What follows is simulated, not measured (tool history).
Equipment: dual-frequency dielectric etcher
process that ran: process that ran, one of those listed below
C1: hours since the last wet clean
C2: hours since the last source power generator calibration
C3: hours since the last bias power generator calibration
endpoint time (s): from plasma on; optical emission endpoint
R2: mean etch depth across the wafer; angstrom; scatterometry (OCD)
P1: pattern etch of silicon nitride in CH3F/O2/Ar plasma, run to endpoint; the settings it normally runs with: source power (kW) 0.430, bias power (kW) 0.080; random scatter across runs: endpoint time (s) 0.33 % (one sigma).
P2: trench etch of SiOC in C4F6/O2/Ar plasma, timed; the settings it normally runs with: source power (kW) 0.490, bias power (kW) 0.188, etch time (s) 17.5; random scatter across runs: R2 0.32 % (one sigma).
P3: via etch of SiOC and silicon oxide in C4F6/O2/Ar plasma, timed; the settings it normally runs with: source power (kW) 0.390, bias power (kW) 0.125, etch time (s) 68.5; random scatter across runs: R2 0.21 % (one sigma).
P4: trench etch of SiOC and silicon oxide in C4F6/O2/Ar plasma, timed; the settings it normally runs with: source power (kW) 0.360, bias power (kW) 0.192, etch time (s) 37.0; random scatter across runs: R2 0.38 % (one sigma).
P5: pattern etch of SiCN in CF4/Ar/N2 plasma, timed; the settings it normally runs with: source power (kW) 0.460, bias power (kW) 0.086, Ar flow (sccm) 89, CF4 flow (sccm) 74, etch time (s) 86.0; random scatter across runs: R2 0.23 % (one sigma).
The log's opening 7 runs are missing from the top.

Run 8, day 1.958: process that ran P5, source power (kW) 0.460, bias power (kW) 0.086, etch time (s) 86.0, Ar flow (sccm) 89, CF4 flow (sccm) 74; C1 154.3; C2 2831.8; C3 2461.3. Result: R2 832.37 angstrom.
Run 9, day 2.212: process that ran P4, source power (kW) 0.360, bias power (kW) 0.192, etch time (s) 37.0; C1 160.4; C2 2837.9; C3 2467.4. Result: R2 705.29 angstrom.
Run 10, day 2.479: process that ran P4, source power (kW) 0.430, bias power (kW) 0.192, etch time (s) 37.0; C1 166.8; C2 2844.3; C3 2473.8. Result: R2 757.29 angstrom.
Run 11, day 2.808: process that ran P1, source power (kW) 0.430, bias power (kW) 0.080; C1 174.7; C2 2852.2; C3 2481.7. Result: endpoint time (s) 81.104.
Run 12, day 3.092: process that ran P5, source power (kW) 0.460, bias power (kW) 0.086, etch time (s) 47.5, Ar flow (sccm) 89, CF4 flow (sccm) 74; C1 181.5; C2 2859.0; C3 2488.5. Result: R2 457.48 angstrom.
Run 13, day 3.396: process that ran P2, source power (kW) 0.490, bias power (kW) 0.188, etch time (s) 17.5; C1 188.8; C2 2866.3; C3 2495.8. Result: R2 390.55 angstrom.
Run 14, day 3.579: process that ran P4, source power (kW) 0.360, bias power (kW) 0.231, etch time (s) 37.0; C1 193.2; C2 2870.7; C3 2500.2. Result: R2 752.21 angstrom.
Run 15, day 3.775: process that ran P1, source power (kW) 0.510, bias power (kW) 0.112; C1 197.9; C2 2875.4; C3 2504.9. Result: endpoint time (s) 67.562.
Run 16, day 4.025: process that ran P1, source power (kW) 0.610, bias power (kW) 0.080; C1 203.9; C2 2881.4; C3 2510.9. Result: endpoint time (s) 71.252.
Run 17, day 4.325: process that ran P3, source power (kW) 0.390, bias power (kW) 0.125, etch time (s) 88.5; C1 211.1; C2 2888.6; C3 2518.1. Result: R2 868.00 angstrom.
Run 18, day 4.538: process that ran P2, source power (kW) 0.490, bias power (kW) 0.188, etch time (s) 17.5; C1 216.2; C2 2893.7; C3 2523.2. Result: R2 392.05 angstrom.
Run 19, day 4.792: process that ran P1, source power (kW) 0.600, bias power (kW) 0.105; C1 222.3; C2 2899.8; C3 2529.3. Result: endpoint time (s) 65.290.
Run 20, day 4.992: process that ran P2, source power (kW) 0.490, bias power (kW) 0.266, etch time (s) 17.5; C1 227.1; C2 2904.6; C3 2534.1. Result: R2 436.60 angstrom.
Run 21, day 5.242: process that ran P5, source power (kW) 0.460, bias power (kW) 0.086, etch time (s) 86.0, Ar flow (sccm) 89, CF4 flow (sccm) 56; C1 233.1; C2 2910.6; C3 2540.1. Result: R2 799.96 angstrom.
Run 22, day 5.533: process that ran P3, source power (kW) 0.240, bias power (kW) 0.125, etch time (s) 68.5; C1 240.1; C2 2917.6; C3 2547.1. Result: R2 556.11 angstrom.
Run 23, day 5.742: process that ran P5, source power (kW) 0.460, bias power (kW) 0.110, etch time (s) 86.0, Ar flow (sccm) 89, CF4 flow (sccm) 74; C1 245.1; C2 2922.6; C3 2552.1. Result: R2 911.99 angstrom.
Run 24, day 6.042: process that ran P5, source power (kW) 0.460, bias power (kW) 0.086, etch time (s) 86.0, Ar flow (sccm) 114, CF4 flow (sccm) 74; C1 252.3; C2 2929.8; C3 2559.3. Result: R2 803.63 angstrom.
Run 25, day 6.217: process that ran P1, source power (kW) 0.300, bias power (kW) 0.080; C1 256.5; C2 2934.0; C3 2563.5. Result: endpoint time (s) 93.646.

What will run 26 give?
Run 26, day 6.462: process that ran P5, source power (kW) 0.460, bias power (kW) 0.086, etch time (s) 86.0, Ar flow (sccm) 89, CF4 flow (sccm) 74; C1 262.4; C2 2939.9; C3 2569.4. Result: R2 ?.

R2: 833.64 angstrom
